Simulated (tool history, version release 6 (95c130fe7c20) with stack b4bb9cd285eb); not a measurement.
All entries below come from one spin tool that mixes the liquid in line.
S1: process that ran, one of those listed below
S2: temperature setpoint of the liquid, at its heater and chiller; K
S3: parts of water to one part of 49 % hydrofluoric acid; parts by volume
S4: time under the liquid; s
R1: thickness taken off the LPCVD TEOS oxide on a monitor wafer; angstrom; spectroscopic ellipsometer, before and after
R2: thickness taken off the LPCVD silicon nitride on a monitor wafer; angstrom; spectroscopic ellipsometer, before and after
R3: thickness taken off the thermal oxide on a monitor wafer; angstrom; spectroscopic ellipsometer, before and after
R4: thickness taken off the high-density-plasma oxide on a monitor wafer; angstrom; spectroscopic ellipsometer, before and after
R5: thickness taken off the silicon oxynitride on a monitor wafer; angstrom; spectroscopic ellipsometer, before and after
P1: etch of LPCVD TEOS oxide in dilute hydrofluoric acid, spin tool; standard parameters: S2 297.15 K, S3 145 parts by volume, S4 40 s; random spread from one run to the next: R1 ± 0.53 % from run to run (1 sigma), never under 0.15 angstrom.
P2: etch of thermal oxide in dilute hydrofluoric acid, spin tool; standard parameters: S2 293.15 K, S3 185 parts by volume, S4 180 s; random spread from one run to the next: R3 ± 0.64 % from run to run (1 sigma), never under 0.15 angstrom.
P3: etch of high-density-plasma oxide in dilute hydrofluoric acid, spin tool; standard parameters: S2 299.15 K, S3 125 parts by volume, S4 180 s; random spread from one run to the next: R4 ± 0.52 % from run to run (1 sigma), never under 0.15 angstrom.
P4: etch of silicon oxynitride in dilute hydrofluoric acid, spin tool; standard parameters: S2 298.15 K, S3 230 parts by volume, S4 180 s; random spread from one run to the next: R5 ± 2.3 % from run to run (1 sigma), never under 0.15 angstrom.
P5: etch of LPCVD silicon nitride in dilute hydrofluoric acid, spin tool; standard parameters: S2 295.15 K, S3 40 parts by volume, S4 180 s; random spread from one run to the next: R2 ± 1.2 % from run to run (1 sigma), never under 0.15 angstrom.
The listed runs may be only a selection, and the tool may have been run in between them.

| run | hour | S1 | S2 | S3 | S4 | R1 | R2 | R3 | R4 | R5 |
|---|---|---|---|---|---|---|---|---|---|---|
| 1 | 4.8 | P1 | 297.15 | 145 | 40 | 43.659 |  |  |  |  |
| 2 | 8.8 | P1 | 290.15 | 145 | 40 | 33.262 |  |  |  |  |
| 3 | 13.2 | P5 | 295.15 | 40 | 300 |  | 33.729 |  |  |  |
| 4 | 18.3 | P1 | 297.15 | 145 | 40 | 42.866 |  |  |  |  |
| 5 | 26.3 | P1 | 297.15 | 35 | 80 | 411.550 |  |  |  |  |
|  | 31.3 | thermometer replaced |
| 6 | 33.7 | P2 | 293.15 | 185 | 180 |  |  | 37.6920 |  |  |
| 7 | 40.5 | P1 | 297.15 | 145 | 40 | 43.370 |  |  |  |  |
| 8 | 45.4 | P3 | 292.65 | 125 | 180 |  |  |  | 58.115 |  |
| 9 | 51.6 | P2 | 300.65 | 185 | 180 |  |  | 49.3430 |  |  |
| 10 | 55.9 | P1 | 297.15 | 145 | 40 | 43.085 |  |  |  |  |
| 11 | 60.5 | P1 | 297.15 | 145 | 15 | 16.120 |  |  |  |  |
| 12 | 64.1 | P3 | 299.15 | 125 | 180 |  |  |  | 74.942 |  |
| 13 | 70.6 | P3 | 299.15 | 125 | 355 |  |  |  | 148.640 |  |
| 14 | 76.2 | P5 | 295.15 | 70 | 180 |  | 11.726 |  |  |  |
| 15 | 82.8 | P1 | 297.15 | 85 | 40 | 78.787 |  |  |  |  |
| 16 | 88.8 | P1 | 292.65 | 145 | 65 | 59.321 |  |  |  |  |
|  | 92.5 | hydrofluoric acid flow meter replaced |
| 17 | 96.6 | P4 | 298.15 | 230 | 180 |  |  |  |  | 10.747 |
| 18 | 103.7 | P5 | 299.15 | 40 | 180 |  | 26.305 |  |  |  |
| 19 | 109.4 | P4 | 298.15 | 135 | 180 |  |  |  |  | 19.424 |
| 20 | 114.7 | P1 | 301.65 | 145 | 40 | 51.707 |  |  |  |  |
| 21 | 121.8 | P1 | 297.15 | 145 | 60 | 65.045 |  |  |  |  |
| 22 | 125.5 | P2 | 293.15 | 185 | 15 |  |  | 3.3226 |  |  |
| 23 | 131.5 | P4 | 298.15 | 230 | 355 |  |  |  |  | 20.258 |
| 24 | 135.6 | P5 | 295.15 | 40 | 180 |  | 20.170 |  |  |  |
| 25 | 142.2 | P4 | 305.15 | 230 | 180 |  |  |  |  | 13.317 |
| 26 | 148.9 | P2 | 293.15 | 325 | 180 |  |  | 18.8420 |  |  |
| 27 | 156.2 | P1 | 293.15 | 145 | 25 | 23.286 |  |  |  |  |
| 28 | 160.5 | P1 | 297.15 | 145 | 40 | 42.626 |  |  |  |  |
| 29 | 168.0 | P3 | 299.15 | 125 | 180 |  |  |  | 75.609 |  |

Estimate the outcome of run 30 from the log above:
| 30 | 172.5 | P1 | 297.15 | 235 | 40 | ? |  |  |  |  |

Logged for run 30: R1 24.067 angstrom.
